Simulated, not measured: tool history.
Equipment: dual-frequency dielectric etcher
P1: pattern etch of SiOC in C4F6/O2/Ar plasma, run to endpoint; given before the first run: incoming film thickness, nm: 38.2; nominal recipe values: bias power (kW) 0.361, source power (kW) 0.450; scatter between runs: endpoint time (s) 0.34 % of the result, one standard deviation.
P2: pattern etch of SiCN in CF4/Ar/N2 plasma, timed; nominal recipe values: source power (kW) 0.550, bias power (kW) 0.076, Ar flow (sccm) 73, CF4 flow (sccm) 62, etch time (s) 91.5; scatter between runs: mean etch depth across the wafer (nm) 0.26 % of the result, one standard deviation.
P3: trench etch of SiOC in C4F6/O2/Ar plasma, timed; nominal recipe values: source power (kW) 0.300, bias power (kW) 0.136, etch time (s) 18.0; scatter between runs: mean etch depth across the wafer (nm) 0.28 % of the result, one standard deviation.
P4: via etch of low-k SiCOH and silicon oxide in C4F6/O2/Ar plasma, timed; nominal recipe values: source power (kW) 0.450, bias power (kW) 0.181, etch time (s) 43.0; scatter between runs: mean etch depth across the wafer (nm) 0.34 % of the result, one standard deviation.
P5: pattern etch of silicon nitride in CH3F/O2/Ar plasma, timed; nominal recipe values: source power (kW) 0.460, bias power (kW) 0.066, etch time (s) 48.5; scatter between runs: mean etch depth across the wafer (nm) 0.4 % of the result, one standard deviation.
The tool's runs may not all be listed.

run   hour  process that ran  bias power (kW)  source power (kW)  Ar flow (sccm)  CF4 flow (sccm)  etch time (s)  hours since the last wet clean  hours since the last bias power generator calibration  hours since the last source power generator calibration  endpoint time (s)  mean etch depth across the wafer (nm)
  1    8.5                P1            0.361              0.450                                                                           232.8                                                 1318.8                                                    839.1             13.954
  2   13.3                P1            0.361              0.610                                                                           237.6                                                 1323.6                                                    843.9             12.327
  3   18.7                P2            0.076              0.710              73               62           91.5                           243.0                                                 1329.0                                                    849.3                                                   118.960
  4   25.7                P5            0.051              0.460                                            48.5                           250.0                                                 1336.0                                                    856.3                                                    32.467
  5   34.8                P2            0.076              0.550              73               62          121.0                           259.1                                                 1345.1                                                    865.4                                                   125.640
  6   44.1                P1            0.361              0.300                                                                           268.4                                                 1354.4                                                    874.7             16.261
  7   50.5                P2            0.076              0.550              95               62           91.5                           274.8                                                 1360.8                                                    881.1                                                    91.126
  8   55.8                P2            0.076              0.550              73               62           91.5                           280.1                                                 1366.1                                                    886.4                                                    95.638
  9   67.0                P5            0.066              0.460                                            48.5                           291.3                                                 1377.3                                                    897.6                                                    35.329
 10   73.2                P3            0.096              0.300                                            18.0                           297.5                                                 1383.5                                                    903.8                                                    27.541
 11   81.1                P3            0.136              0.200                                            18.0                           305.4                                                 1391.4                                                    911.7                                                    26.058
 12   85.9                P5            0.066              0.360                                            48.5                           310.2                                                 1396.2                                                    916.5                                                    32.095
 13   96.1                P1            0.242              0.450                                                                           320.4                                                 1406.4                                                    926.7             16.005
 14  102.7                P4            0.181              0.450                                            43.0                           327.0                                                 1413.0                                                    933.3                                                   115.140
 15  109.9                P1            0.361              0.450                                                                           334.2                                                 1420.2                                                    940.5             13.880
 16  117.5                P5            0.066              0.460                                            64.0                           341.8                                                 1427.8                                                    948.1                                                    46.302
 17  124.9                P3            0.136              0.300                                            18.0                           349.2                                                 1435.2                                                    955.5                                                    30.565
 18  129.9                P3            0.136              0.300                                            12.5                           354.2                                                 1440.2                                                    960.5                                                    21.179
 19  137.0                P1            0.361              0.450                                                                           361.3                                                 1447.3                                                    967.6             13.907
 20  146.8                P4            0.181              0.450                                            61.5                           371.1                                                 1457.1                                                    977.4                                                   164.680
 21  152.1                P5            0.066              0.460                                            48.5                           376.4                                                 1462.4                                                    982.7                                                    35.015
 22  158.8                P1            0.265              0.360                                                                           383.1                                                 1469.1                                                    989.4             16.859
 23  164.0                P2            0.076              0.550              73               62           91.5                           388.3                                                 1474.3                                                    994.6                                                    94.889
 24  171.6                P2            0.076              0.550              73               38           91.5                           395.9                                                 1481.9                                                   1002.2                                                    88.425
 25  181.0                P4            0.181              0.590                                            43.0                           405.3                                                 1491.3                                                   1011.6                                                   128.570
 26  188.4                P1            0.480              0.450                                                                           412.7                                                 1498.7                                                   1019.0             12.619
 27  193.9                P4            0.181              0.450                                            43.0                           418.2                                                 1504.2                                                   1024.5                                                   115.680
 28  199.4                P4            0.214              0.450                                            43.0                           423.7                                                 1509.7                                                   1030.0                                                   122.270
 29  205.9                P1            0.361              0.450                                                                           430.2                                                 1516.2                                                   1036.5             13.876
 30  213.5                P2            0.100              0.550              73               62           91.5                           437.8                                                 1523.8                                                   1044.1                                                   104.340
 31  222.1                P3            0.136              0.300                                            18.0                           446.4                                                 1532.4                                                   1052.7                                                    30.500
 32  232.1                P1            0.361              0.450                                                                           456.4                                                 1542.4                                                   1062.7             13.939
 33  240.3                P1            0.361              0.450                                                                           464.6                                                 1550.6                                                   1070.9             13.991
 34  249.3                P1            0.361              0.450                                                                           473.6                                                 1559.6                                                   1079.9             13.996
 35  258.7                P1            0.361              0.450                                                                           483.0                                                 1569.0                                                   1089.3             14.104
 36  269.0                P1            0.361              0.450                                                                           493.3                                                 1579.3                                                   1099.6             14.131
 37  279.2                P1            0.361              0.450                                                                           503.5                                                 1589.5                                                   1109.8             14.180
     283.5  -- wet clean of the chamber
 38  286.8                P1            0.361              0.450                                                                             3.4                                                 1597.1                                                   1117.4             14.142
 39  296.7                P1            0.361              0.450                                                                            13.3                                                 1607.0                                                   1127.3             14.171
 40  304.5                P1            0.361              0.450                                                                            21.1                                                 1614.8                                                   1135.1             14.141
 41  314.1                P1            0.361              0.450                                                                            30.7                                                 1624.4                                                   1144.7             14.230
 42  321.7                P1            0.361              0.450                                                                            38.3                                                 1632.0                                                   1152.3             14.110
 43  331.6                P1            0.361              0.450                                                                            48.2                                                 1641.9                                                   1162.2             14.150

What P1 gives has crept off from where it sat before. The 2 causes that follow fit the log equally well, each at the size noted:
A: bias power that arrives under what is set, % = 4.66
B: source power that arrives under what is set, % = 4.37
The creep began at about hour 232.1.
Why every other cause is out:
chamber walls in a state that lowers the etch rate, %: work on it at hour 283.5, done after the drift set in, did not restore what the process gave before

Question marks stand in for the results of the 4 check runs listed below, each run on one wafer. Under which run would the listed causes show clearly different results?
check 1  341.5                P5            0.066              0.460                                            48.5                                                                                                                                                                                                         ?
check 2  341.5                P3            0.136              0.300                                            18.0                                                                                                                                                                                                         ?
check 3  341.5                P2            0.076              0.550              73               62           91.5                                                                                                                                                                                                         ?
check 4  341.5                P4            0.181              0.450                                            43.0                                                                                                                                                                                                         ?

Expected result of each check under each candidate cause:
  check                                 result     if A     if B
check 1  mean etch depth across the wafer (nm)   34.532   34.485
check 2  mean etch depth across the wafer (nm)   30.073   29.978
check 3  mean etch depth across the wafer (nm)   93.507   91.339
check 4  mean etch depth across the wafer (nm)  113.950  113.650
Per check, the gap between the least separated pair of causes, taken in the result that splits them most: check 1 0.13 %; check 2 0.32 %; check 3 2.35 %; check 4 0.26 %
Check 3 distinguishes between the causes, while the remaining checks would return nearly the same result for all of them.

After running check 3, the following was obtained: mean etch depth across the wafer (nm) 91.395. Which cause does this point to?

Of the candidate causes, it is B: source power that arrives under what is set, %.

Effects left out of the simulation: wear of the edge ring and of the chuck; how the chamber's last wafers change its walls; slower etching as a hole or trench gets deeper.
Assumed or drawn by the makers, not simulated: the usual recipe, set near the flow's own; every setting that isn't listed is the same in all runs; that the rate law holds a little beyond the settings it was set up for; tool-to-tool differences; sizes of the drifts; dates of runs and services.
